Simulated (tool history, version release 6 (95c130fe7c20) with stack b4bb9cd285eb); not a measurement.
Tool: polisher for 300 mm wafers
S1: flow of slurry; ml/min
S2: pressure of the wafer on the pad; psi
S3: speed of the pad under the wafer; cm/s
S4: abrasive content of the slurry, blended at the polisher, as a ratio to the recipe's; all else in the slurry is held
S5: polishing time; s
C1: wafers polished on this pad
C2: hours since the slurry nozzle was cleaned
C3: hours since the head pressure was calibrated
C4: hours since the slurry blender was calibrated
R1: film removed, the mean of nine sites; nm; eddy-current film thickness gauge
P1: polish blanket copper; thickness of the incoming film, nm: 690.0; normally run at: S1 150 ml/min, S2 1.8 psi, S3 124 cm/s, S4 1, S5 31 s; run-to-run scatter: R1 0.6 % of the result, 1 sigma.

run 1 hour=15.3 | S1=150 S2=1.8 S3=124 S4=1 S5=31 | C1=522 C2=201 C3=255.6 C4=167.7 | R1=54.627
run 2 hour=31.2 | S1=150 S2=1.8 S3=194 S4=1 S5=31 | C1=771 C2=216.9 C3=271.5 C4=183.6 | R1=85.042
run 3 hour=40.5 | S1=150 S2=1.8 S3=124 S4=1.5 S5=31 | C1=916 C2=226.2 C3=280.8 C4=192.9 | R1=59.846
-- hour=49 head pressure recalibrated
run 4 hour=50.7 | S1=150 S2=1.8 S3=124 S4=1 S5=31 | C1=1076 C2=236.4 C3=1.7 C4=203.1 | R1=55.182
run 5 hour=65.4 | S1=150 S2=1.3 S3=124 S4=1 S5=31 | C1=1305 C2=251.1 C3=16.4 C4=217.8 | R1=39.223
run 6 hour=76.6 | S1=150 S2=2.6 S3=124 S4=1 S5=31 | C1=1480 C2=262.3 C3=27.6 C4=229 | R1=79.348
run 7 hour=88 | S1=150 S2=1.8 S3=84 S4=1 S5=39 | C1=1659 C2=273.7 C3=39 C4=240.4 | R1=45.862
run 8 hour=101.1 | S1=210 S2=1.8 S3=124 S4=1 S5=31 | C1=1864 C2=286.8 C3=52.1 C4=253.5 | R1=57.367
run 9 hour=110 | S1=150 S2=1.8 S3=124 S4=1 S5=31 | C1=2003 C2=295.7 C3=61 C4=262.4 | R1=54.685
run 10 hour=126.3 | S1=150 S2=1.8 S3=124 S4=1 S5=46 | C1=2258 C2=312 C3=77.3 C4=278.7 | R1=81.052
run 11 hour=139.1 | S1=150 S2=1.8 S3=124 S4=1 S5=15 | C1=2458 C2=324.8 C3=90.1 C4=291.5 | R1=26.25
run 12 hour=149.3 | S1=150 S2=1.8 S3=124 S4=1 S5=31 | C1=2617 C2=335 C3=100.3 C4=301.7 | R1=54.298

Run 13 comes next. What will it give?
run 13 hour=158.3 | S1=150 S2=1.8 S3=124 S4=0.75 S5=31 | C1=2758 C2=344 C3=109.3 C4=310.7 | R1=?

R1: 51.5 nm
